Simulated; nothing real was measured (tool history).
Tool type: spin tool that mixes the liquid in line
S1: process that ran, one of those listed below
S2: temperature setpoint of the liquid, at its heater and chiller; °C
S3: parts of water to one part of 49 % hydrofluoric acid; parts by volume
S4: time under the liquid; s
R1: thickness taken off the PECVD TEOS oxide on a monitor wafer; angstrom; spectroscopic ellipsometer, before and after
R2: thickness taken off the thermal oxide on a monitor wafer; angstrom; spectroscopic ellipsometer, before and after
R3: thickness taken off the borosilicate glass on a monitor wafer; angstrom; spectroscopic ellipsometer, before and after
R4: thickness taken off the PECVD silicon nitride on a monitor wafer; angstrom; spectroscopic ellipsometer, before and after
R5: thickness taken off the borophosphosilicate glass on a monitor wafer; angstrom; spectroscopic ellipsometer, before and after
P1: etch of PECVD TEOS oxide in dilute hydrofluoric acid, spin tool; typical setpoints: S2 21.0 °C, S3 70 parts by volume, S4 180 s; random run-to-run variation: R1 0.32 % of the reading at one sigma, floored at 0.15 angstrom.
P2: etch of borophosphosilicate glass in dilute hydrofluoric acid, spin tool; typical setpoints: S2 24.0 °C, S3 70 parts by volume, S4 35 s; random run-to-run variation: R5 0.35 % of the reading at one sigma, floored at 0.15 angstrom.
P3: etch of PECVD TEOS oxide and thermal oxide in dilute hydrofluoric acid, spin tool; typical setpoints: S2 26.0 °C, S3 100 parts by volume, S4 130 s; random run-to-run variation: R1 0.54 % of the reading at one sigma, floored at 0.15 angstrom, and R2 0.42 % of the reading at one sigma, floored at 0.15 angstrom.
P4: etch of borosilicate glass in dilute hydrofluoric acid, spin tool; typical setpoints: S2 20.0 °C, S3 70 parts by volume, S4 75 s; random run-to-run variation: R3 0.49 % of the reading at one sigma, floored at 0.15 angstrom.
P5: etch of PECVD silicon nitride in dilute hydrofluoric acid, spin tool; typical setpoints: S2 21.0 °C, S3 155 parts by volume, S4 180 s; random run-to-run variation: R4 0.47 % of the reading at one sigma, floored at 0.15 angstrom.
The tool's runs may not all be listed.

| run | hour | S1 | S2 | S3 | S4 | R1 | R2 | R3 | R4 | R5 |
|---|---|---|---|---|---|---|---|---|---|---|
| 1 | 4.6 | P1 | 21.0 | 70 | 180 | 367.280 |  |  |  |  |
| 2 | 6.8 | P3 | 18.0 | 100 | 130 | 288.980 | 45.351 |  |  |  |
| 3 | 10.4 | P4 | 20.0 | 70 | 75 |  |  | 230.97 |  |  |
| 4 | 14.0 | P1 | 28.5 | 70 | 180 | 494.780 |  |  |  |  |
| 5 | 16.2 | P1 | 21.0 | 70 | 275 | 559.820 |  |  |  |  |
| 6 | 19.3 | P3 | 26.0 | 30 | 130 | 1470.200 | 232.970 |  |  |  |
| 7 | 22.6 | P1 | 21.0 | 70 | 180 | 366.380 |  |  |  |  |
| 8 | 25.1 | P5 | 21.0 | 280 | 180 |  |  |  | 30.0780 |  |
| 9 | 27.7 | P3 | 26.0 | 100 | 130 | 397.990 | 63.731 |  |  |  |
| 10 | 32.4 | P1 | 17.0 | 20 | 180 | 1142.600 |  |  |  |  |
| 11 | 34.5 | P5 | 21.0 | 155 | 180 |  |  |  | 53.0680 |  |
| 12 | 39.4 | P1 | 17.0 | 70 | 180 | 309.290 |  |  |  |  |
| 13 | 44.3 | P1 | 26.0 | 70 | 270 | 671.920 |  |  |  |  |
| 14 | 47.9 | P4 | 27.5 | 70 | 75 |  |  | 314.99 |  |  |
| 15 | 50.3 | P1 | 21.0 | 40 | 180 | 662.050 |  |  |  |  |
| 16 | 52.7 | P1 | 21.0 | 70 | 180 | 366.190 |  |  |  |  |
| 17 | 56.5 | P2 | 24.0 | 70 | 35 |  |  |  |  | 226.36 |
| 18 | 60.9 | P1 | 21.0 | 70 | 180 | 367.540 |  |  |  |  |
| 19 | 65.4 | P1 | 21.0 | 70 | 15 | 30.496 |  |  |  |  |
| 20 | 68.1 | P4 | 20.0 | 20 | 75 |  |  | 846.50 |  |  |
| 21 | 70.7 | P4 | 20.0 | 70 | 140 |  |  | 433.24 |  |  |
| 22 | 73.2 | P2 | 24.0 | 40 | 35 |  |  |  |  | 413.22 |
| 23 | 76.7 | P2 | 24.0 | 70 | 65 |  |  |  |  | 418.88 |
| 24 | 79.2 | P1 | 21.0 | 100 | 180 | 247.540 |  |  |  |  |
| 25 | 82.3 | P2 | 18.0 | 70 | 35 |  |  |  |  | 177.50 |
| 26 | 84.5 | P5 | 21.0 | 155 | 15 |  |  |  | 4.1781 |  |
| 27 | 89.2 | P5 | 17.0 | 155 | 180 |  |  |  | 40.7320 |  |
| 28 | 93.9 | P3 | 26.0 | 100 | 40 | 122.410 | 19.531 |  |  |  |
| 29 | 97.9 | P3 | 26.0 | 100 | 130 | 400.690 | 64.068 |  |  |  |
| 30 | 101.5 | P1 | 21.0 | 70 | 180 | 367.650 |  |  |  |  |
| 31 | 106.2 | P1 | 21.0 | 70 | 180 | 366.320 |  |  |  |  |
| 32 | 110.3 | P1 | 21.0 | 70 | 180 | 355.340 |  |  |  |  |
| 33 | 113.1 | P1 | 21.0 | 70 | 180 | 349.620 |  |  |  |  |
| 34 | 117.6 | P1 | 21.0 | 70 | 180 | 346.600 |  |  |  |  |
| 35 | 121.9 | P1 | 21.0 | 70 | 180 | 345.010 |  |  |  |  |
| 36 | 125.8 | P1 | 21.0 | 70 | 180 | 344.700 |  |  |  |  |
| 37 | 128.7 | P1 | 21.0 | 70 | 180 | 343.840 |  |  |  |  |

P1 has crept away from where it was. The log is fitted equally well by each of these 2 causes, at the sizes shown:
A: hydrofluoric acid flow below the setpoint (%) = 5.43
B: liquid colder than its thermometer reads (K) = 1.46
The creep began at about hour 106.2.

The list below offers 4 check runs, each averaging the results of 5 wafers, and shows each result as a question mark. For which of them would the listed causes give clearly different results?
| check 1 | 131.6 | P2 | 20.0 | 45 | 35 |  |  |  |  | ? |
| check 2 | 131.6 | P5 | 21.0 | 155 | 50 |  |  |  | ? |  |
| check 3 | 131.6 | P4 | 20.0 | 35 | 140 |  |  | ? |  |  |
| check 4 | 131.6 | P3 | 19.5 | 65 | 130 | ? | ? |  |  |  |

Expected result of each check under each candidate cause:
| check | result | if A | if B |
|---|---|---|---|
| check 1 | R5 | 290.22 | 289.14 |
| check 2 | R4 | 14.0160 | 13.4320 |
| check 3 | R3 | 846.30 | 842.28 |
| check 4 | R1 | 463.000 | 462.140 |
| check 4 | R2 | 73.882 | 73.745 |
Minimum pairwise separation of causes per check, each pair taken at its best-separating result: check 1 0.37 %; check 2 4.26 %; check 3 0.48 %; check 4 0.19 %
The causes can be told apart only by check 2. The other checks would give nearly the same results under each of them.

The results of check 2 are: R4 13.3590 angstrom. Based on these, which of the listed causes is it?

The correct cause is B, namely: liquid colder than its thermometer reads (K).
